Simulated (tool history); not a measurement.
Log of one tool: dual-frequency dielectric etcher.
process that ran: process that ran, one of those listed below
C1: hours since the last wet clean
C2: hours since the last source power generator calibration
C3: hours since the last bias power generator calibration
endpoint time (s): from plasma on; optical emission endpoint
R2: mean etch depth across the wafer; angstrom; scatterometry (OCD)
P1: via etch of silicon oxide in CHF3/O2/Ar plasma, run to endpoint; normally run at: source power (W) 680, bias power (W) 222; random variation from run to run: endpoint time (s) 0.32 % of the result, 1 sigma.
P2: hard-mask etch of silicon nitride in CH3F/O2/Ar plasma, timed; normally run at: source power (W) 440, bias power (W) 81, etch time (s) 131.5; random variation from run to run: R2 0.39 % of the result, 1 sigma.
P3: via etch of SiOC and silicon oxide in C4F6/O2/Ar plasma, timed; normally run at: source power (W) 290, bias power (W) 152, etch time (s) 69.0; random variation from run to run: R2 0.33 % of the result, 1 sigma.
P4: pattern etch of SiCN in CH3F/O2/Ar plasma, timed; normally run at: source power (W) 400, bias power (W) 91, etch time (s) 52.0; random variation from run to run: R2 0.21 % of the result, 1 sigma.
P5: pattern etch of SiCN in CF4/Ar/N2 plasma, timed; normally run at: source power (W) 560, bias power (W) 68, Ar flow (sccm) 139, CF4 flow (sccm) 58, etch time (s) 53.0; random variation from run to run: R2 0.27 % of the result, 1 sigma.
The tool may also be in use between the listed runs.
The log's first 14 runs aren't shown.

{"run": 15, "day": 6.254, "process that ran": "P5", "source power (W)": 560, "bias power (W)": 68, "etch time (s)": 53.0, "Ar flow (sccm)": 114, "CF4 flow (sccm)": 58, "C1": 349.1, "C2": 841.9, "C3": 1253.3, "R2": 501.13}
{"run": 16, "day": 6.621, "process that ran": "P1", "source power (W)": 680, "bias power (W)": 222, "C1": 357.9, "C2": 850.7, "C3": 1262.1, "endpoint time (s)": 230.49}
{"run": 17, "day": 6.958, "process that ran": "P2", "source power (W)": 440, "bias power (W)": 81, "etch time (s)": 161.0, "C1": 366.0, "C2": 858.8, "C3": 1270.2, "R2": 1213.6}
{"run": 18, "day": 7.246, "process that ran": "P3", "source power (W)": 290, "bias power (W)": 152, "etch time (s)": 69.0, "C1": 372.9, "C2": 865.7, "C3": 1277.1, "R2": 638.44}
{"run": 19, "day": 7.525, "process that ran": "P1", "source power (W)": 680, "bias power (W)": 222, "C1": 379.6, "C2": 872.4, "C3": 1283.8, "endpoint time (s)": 229.68}
{"run": 20, "day": 7.792, "process that ran": "P1", "source power (W)": 900, "bias power (W)": 222, "C1": 386.0, "C2": 878.8, "C3": 1290.2, "endpoint time (s)": 205.53}
{"run": 21, "day": 8.229, "process that ran": "P1", "source power (W)": 440, "bias power (W)": 305, "C1": 396.5, "C2": 889.3, "C3": 1300.7, "endpoint time (s)": 238.4}
{"run": 22, "day": 8.483, "process that ran": "P1", "source power (W)": 490, "bias power (W)": 222, "C1": 402.6, "C2": 895.4, "C3": 1306.8, "endpoint time (s)": 258.59}
{"run": 23, "day": 8.808, "process that ran": "P2", "source power (W)": 440, "bias power (W)": 100, "etch time (s)": 131.5, "C1": 410.4, "C2": 903.2, "C3": 1314.6, "R2": 1062.3}
{"run": 24, "day": 9.233, "process that ran": "P5", "source power (W)": 780, "bias power (W)": 68, "etch time (s)": 53.0, "Ar flow (sccm)": 139, "CF4 flow (sccm)": 58, "C1": 420.6, "C2": 913.4, "C3": 1324.8, "R2": 648.06}
{"run": 25, "day": 9.617, "process that ran": "P5", "source power (W)": 560, "bias power (W)": 68, "etch time (s)": 53.0, "Ar flow (sccm)": 139, "CF4 flow (sccm)": 58, "C1": 429.8, "C2": 922.6, "C3": 1334.0, "R2": 484.89}
{"run": 26, "day": 10.158, "process that ran": "P3", "source power (W)": 290, "bias power (W)": 98, "etch time (s)": 69.0, "C1": 442.8, "C2": 935.6, "C3": 1347.0, "R2": 555.0}

Run 27 comes next. What will it give?
{"run": 27, "day": 10.471, "process that ran": "P5", "source power (W)": 560, "bias power (W)": 68, "etch time (s)": 53.0, "Ar flow (sccm)": 139, "CF4 flow (sccm)": 70, "C1": 450.3, "C2": 943.1, "C3": 1354.5, "R2": "?"}

{"run 27": {"R2": 500.58}}

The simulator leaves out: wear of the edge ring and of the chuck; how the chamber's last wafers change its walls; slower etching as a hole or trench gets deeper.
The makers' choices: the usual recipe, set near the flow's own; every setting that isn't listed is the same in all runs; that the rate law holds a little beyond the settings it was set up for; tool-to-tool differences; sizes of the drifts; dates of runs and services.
